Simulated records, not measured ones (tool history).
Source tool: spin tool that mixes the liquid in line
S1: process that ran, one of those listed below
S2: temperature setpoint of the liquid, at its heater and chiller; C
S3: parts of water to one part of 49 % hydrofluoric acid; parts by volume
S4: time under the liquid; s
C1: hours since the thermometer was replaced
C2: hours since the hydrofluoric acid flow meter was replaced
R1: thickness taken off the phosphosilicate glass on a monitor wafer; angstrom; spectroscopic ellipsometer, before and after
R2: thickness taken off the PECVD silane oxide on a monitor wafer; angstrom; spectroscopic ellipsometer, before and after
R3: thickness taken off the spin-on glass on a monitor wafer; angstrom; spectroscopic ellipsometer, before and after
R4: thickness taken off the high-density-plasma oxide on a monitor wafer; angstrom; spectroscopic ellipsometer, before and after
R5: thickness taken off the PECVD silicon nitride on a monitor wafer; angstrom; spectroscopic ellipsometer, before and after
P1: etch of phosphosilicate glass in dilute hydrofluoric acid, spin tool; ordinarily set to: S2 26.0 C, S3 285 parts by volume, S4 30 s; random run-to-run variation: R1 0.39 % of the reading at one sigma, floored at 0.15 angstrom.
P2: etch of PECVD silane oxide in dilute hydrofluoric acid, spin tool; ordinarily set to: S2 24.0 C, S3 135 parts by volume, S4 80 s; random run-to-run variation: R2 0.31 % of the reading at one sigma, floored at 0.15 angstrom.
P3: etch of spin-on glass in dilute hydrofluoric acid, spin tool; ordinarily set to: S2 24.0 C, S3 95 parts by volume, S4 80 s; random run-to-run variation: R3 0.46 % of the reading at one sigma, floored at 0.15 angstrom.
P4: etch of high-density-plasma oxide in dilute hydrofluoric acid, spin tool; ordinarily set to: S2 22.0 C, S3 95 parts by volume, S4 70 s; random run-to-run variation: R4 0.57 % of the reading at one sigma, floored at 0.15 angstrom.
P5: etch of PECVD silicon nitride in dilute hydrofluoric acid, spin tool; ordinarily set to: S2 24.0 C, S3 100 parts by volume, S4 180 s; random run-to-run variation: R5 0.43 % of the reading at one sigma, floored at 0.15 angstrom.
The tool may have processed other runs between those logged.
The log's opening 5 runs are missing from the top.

{"run": 6, "hour": 77.3, "S1": "P3", "S2": 32.0, "S3": 95, "S4": 80, "C1": 546.2, "C2": 889.6, "R3": 403.91}
{"run": 7, "hour": 84.8, "S1": "P1", "S2": 20.5, "S3": 285, "S4": 30, "C1": 553.7, "C2": 897.1, "R1": 61.843}
{"run": 8, "hour": 94.4, "S1": "P1", "S2": 26.0, "S3": 285, "S4": 30, "C1": 563.3, "C2": 906.7, "R1": 74.981}
{"run": 9, "hour": 101.7, "S1": "P1", "S2": 26.0, "S3": 430, "S4": 30, "C1": 570.6, "C2": 914.0, "R1": 43.37}
{"run": 10, "hour": 117.4, "S1": "P5", "S2": 24.0, "S3": 100, "S4": 180, "C1": 586.3, "C2": 929.7, "R5": 53.299}
{"run": 11, "hour": 126.1, "S1": "P1", "S2": 26.0, "S3": 285, "S4": 15, "C1": 595.0, "C2": 938.4, "R1": 37.381}
{"run": 12, "hour": 136.1, "S1": "P2", "S2": 24.0, "S3": 135, "S4": 15, "C1": 605.0, "C2": 948.4, "R2": 20.73}
{"run": 13, "hour": 145.8, "S1": "P1", "S2": 21.0, "S3": 285, "S4": 15, "C1": 614.7, "C2": 958.1, "R1": 31.564}
{"run": 14, "hour": 159.8, "S1": "P5", "S2": 24.0, "S3": 55, "S4": 180, "C1": 628.7, "C2": 972.1, "R5": 95.249}
{"run": 15, "hour": 168.2, "S1": "P4", "S2": 17.5, "S3": 95, "S4": 70, "C1": 637.1, "C2": 980.5, "R4": 42.8}
{"run": 16, "hour": 176.7, "S1": "P4", "S2": 22.0, "S3": 95, "S4": 70, "C1": 645.6, "C2": 989.0, "R4": 51.497}
{"run": 17, "hour": 185.1, "S1": "P1", "S2": 26.0, "S3": 285, "S4": 30, "C1": 654.0, "C2": 997.4, "R1": 74.62}
{"run": 18, "hour": 201.3, "S1": "P2", "S2": 24.0, "S3": 210, "S4": 80, "C1": 670.2, "C2": 1013.6, "R2": 65.038}
{"run": 19, "hour": 215.1, "S1": "P1", "S2": 30.5, "S3": 285, "S4": 30, "C1": 684.0, "C2": 1027.4, "R1": 87.52}
{"run": 20, "hour": 227.6, "S1": "P3", "S2": 24.0, "S3": 95, "S4": 165, "C1": 696.5, "C2": 1039.9, "R3": 612.86}
{"run": 21, "hour": 242.9, "S1": "P4", "S2": 22.0, "S3": 95, "S4": 135, "C1": 711.8, "C2": 1055.2, "R4": 100.31}
{"run": 22, "hour": 251.3, "S1": "P1", "S2": 26.0, "S3": 285, "S4": 30, "C1": 720.2, "C2": 1063.6, "R1": 74.259}
{"run": 23, "hour": 260.4, "S1": "P2", "S2": 24.0, "S3": 135, "S4": 80, "C1": 729.3, "C2": 1072.7, "R2": 109.29}
{"run": 24, "hour": 269.6, "S1": "P1", "S2": 26.0, "S3": 285, "S4": 30, "C1": 738.5, "C2": 1081.9, "R1": 75.12}
{"run": 25, "hour": 284.0, "S1": "P1", "S2": 26.0, "S3": 285, "S4": 60, "C1": 752.9, "C2": 1096.3, "R1": 150.41}

The next listed run, before its measurement:
{"run": 26, "hour": 298.8, "S1": "P1", "S2": 26.0, "S3": 285, "S4": 30, "C1": 767.7, "C2": 1111.1, "R1": "?"}

R1: 75.667 angstrom
